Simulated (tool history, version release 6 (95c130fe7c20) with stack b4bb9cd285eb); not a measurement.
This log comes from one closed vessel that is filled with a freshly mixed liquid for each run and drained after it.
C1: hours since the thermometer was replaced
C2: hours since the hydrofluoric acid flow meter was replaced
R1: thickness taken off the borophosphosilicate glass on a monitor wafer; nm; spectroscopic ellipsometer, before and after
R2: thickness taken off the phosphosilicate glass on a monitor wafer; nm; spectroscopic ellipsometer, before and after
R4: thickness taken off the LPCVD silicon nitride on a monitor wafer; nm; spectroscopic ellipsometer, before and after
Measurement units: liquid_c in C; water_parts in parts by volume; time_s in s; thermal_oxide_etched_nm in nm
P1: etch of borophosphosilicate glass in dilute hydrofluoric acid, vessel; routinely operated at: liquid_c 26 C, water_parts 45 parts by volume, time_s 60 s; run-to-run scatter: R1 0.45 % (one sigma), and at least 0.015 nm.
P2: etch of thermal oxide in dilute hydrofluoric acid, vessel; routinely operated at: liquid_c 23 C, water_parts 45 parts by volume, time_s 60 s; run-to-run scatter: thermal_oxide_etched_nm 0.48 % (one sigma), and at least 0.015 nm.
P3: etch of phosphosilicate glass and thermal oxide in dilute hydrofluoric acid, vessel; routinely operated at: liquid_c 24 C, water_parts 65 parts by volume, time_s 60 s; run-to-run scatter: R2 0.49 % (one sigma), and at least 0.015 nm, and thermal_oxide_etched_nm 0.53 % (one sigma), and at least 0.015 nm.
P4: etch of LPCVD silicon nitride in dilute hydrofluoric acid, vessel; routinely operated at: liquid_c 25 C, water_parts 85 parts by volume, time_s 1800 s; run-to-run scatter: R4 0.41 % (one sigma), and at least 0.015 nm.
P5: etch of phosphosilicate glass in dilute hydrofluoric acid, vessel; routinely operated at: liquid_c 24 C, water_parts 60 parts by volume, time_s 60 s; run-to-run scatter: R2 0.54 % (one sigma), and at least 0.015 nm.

{"run": 1, "day": 0.575, "process": "P1", "liquid_c": 26, "water_parts": 45, "time_s": 60, "C1": 1183.8, "C2": 853.1, "R1": 100.21}
{"run": 2, "day": 0.975, "process": "P1", "liquid_c": 26, "water_parts": 45, "time_s": 60, "C1": 1193.4, "C2": 862.7, "R1": 101.09}
{"run": 3, "day": 1.412, "process": "P5", "liquid_c": 20.5, "water_parts": 60, "time_s": 60, "C1": 1203.9, "C2": 873.2, "R2": 178.3}
{"run": 4, "day": 1.958, "process": "P1", "liquid_c": 30.5, "water_parts": 25, "time_s": 60, "C1": 1217, "C2": 886.3, "R1": 221.84}
{"run": 5, "day": 2.412, "process": "P1", "liquid_c": 26, "water_parts": 75, "time_s": 60, "C1": 1227.9, "C2": 897.2, "R1": 58.299}
{"run": 6, "day": 2.821, "process": "P1", "liquid_c": 26, "water_parts": 20, "time_s": 60, "C1": 1237.7, "C2": 907, "R1": 234.97}
{"run": 7, "day": 3.246, "process": "P2", "liquid_c": 23, "water_parts": 45, "time_s": 60, "C1": 1247.9, "C2": 917.2, "thermal_oxide_etched_nm": 6.4097}
{"run": 8, "day": 3.758, "process": "P2", "liquid_c": 23, "water_parts": 45, "time_s": 30, "C1": 1260.2, "C2": 929.5, "thermal_oxide_etched_nm": 3.2356}
{"run": 9, "day": 4.179, "process": "P1", "liquid_c": 26, "water_parts": 45, "time_s": 60, "C1": 1270.3, "C2": 939.6, "R1": 100.55}
{"run": 10, "day": 4.538, "process": "P1", "liquid_c": 20.5, "water_parts": 45, "time_s": 60, "C1": 1278.9, "C2": 948.2, "R1": 80.49}
{"run": 11, "day": 4.958, "process": "P3", "liquid_c": 24, "water_parts": 65, "time_s": 60, "C1": 1289, "C2": 958.3, "R2": 169.44, "thermal_oxide_etched_nm": 4.5565}
{"run": 12, "day": 5.321, "process": "P5", "liquid_c": 24, "water_parts": 60, "time_s": 60, "C1": 1297.7, "C2": 967, "R2": 207.11}
{"run": 13, "day": 5.658, "process": "P1", "liquid_c": 26, "water_parts": 45, "time_s": 30, "C1": 1305.8, "C2": 975.1, "R1": 49.716}
{"run": 14, "day": 5.979, "process": "P4", "liquid_c": 25, "water_parts": 85, "time_s": 1800, "C1": 1313.5, "C2": 982.8, "R4": 12.93}
{"run": 15, "day": 6.267, "process": "P4", "liquid_c": 29.5, "water_parts": 85, "time_s": 1800, "C1": 1320.4, "C2": 989.7, "R4": 17.378}
{"run": 16, "day": 6.638, "process": "P1", "liquid_c": 26, "water_parts": 45, "time_s": 60, "C1": 1329.3, "C2": 998.6, "R1": 100.13}
{"run": 17, "day": 6.912, "process": "P4", "liquid_c": 25, "water_parts": 140, "time_s": 1800, "C1": 1335.9, "C2": 1005.2, "R4": 7.8817}
{"run": 18, "day": 7.317, "process": "P3", "liquid_c": 24, "water_parts": 110, "time_s": 60, "C1": 1345.6, "C2": 1014.9, "R2": 93.663, "thermal_oxide_etched_nm": 2.5555}
{"run": 19, "day": 7.621, "process": "P2", "liquid_c": 23, "water_parts": 45, "time_s": 60, "C1": 1352.9, "C2": 1022.2, "thermal_oxide_etched_nm": 6.3749}
{"run": 20, "day": 8.046, "process": "P4", "liquid_c": 25, "water_parts": 85, "time_s": 1800, "C1": 1363.1, "C2": 1032.4, "R4": 12.996}
{"run": 21, "day": 8.425, "process": "P2", "liquid_c": 23, "water_parts": 70, "time_s": 60, "C1": 1372.2, "C2": 1041.5, "thermal_oxide_etched_nm": 4.0166}
{"run": 22, "day": 9.0, "process": "P1", "liquid_c": 26, "water_parts": 20, "time_s": 85, "C1": 1386, "C2": 1055.3, "R1": 330.24}
{"run": 23, "day": 9.346, "process": "P5", "liquid_c": 24, "water_parts": 60, "time_s": 115, "C1": 1394.3, "C2": 1063.6, "R2": 398.55}
{"day": 9.492, "done": "thermometer replaced"}
{"run": 24, "day": 9.704, "process": "P5", "liquid_c": 24, "water_parts": 20, "time_s": 60, "C1": 5.2, "C2": 1072.2, "R2": 654.61}
{"run": 25, "day": 10.079, "process": "P5", "liquid_c": 24, "water_parts": 60, "time_s": 60, "C1": 14.2, "C2": 1081.2, "R2": 205.31}
{"run": 26, "day": 10.488, "process": "P2", "liquid_c": 17, "water_parts": 45, "time_s": 60, "C1": 24, "C2": 1091, "thermal_oxide_etched_nm": 4.9994}
{"run": 27, "day": 10.967, "process": "P4", "liquid_c": 25, "water_parts": 85, "time_s": 3140, "C1": 35.5, "C2": 1102.5, "R4": 22.752}
{"run": 28, "day": 11.362, "process": "P1", "liquid_c": 26, "water_parts": 45, "time_s": 60, "C1": 45, "C2": 1112, "R1": 99.823}
{"run": 29, "day": 11.75, "process": "P1", "liquid_c": 33.5, "water_parts": 45, "time_s": 60, "C1": 54.3, "C2": 1121.3, "R1": 135}

For run 30, what comes out?
{"run": 30, "day": 12.25, "process": "P3", "liquid_c": 19, "water_parts": 65, "time_s": 60, "C1": 66.3, "C2": 1133.3, "R2": "?", "thermal_oxide_etched_nm": "?"}

Run 30 produced R2 137.43 nm, thermal_oxide_etched_nm 3.7207 nm.
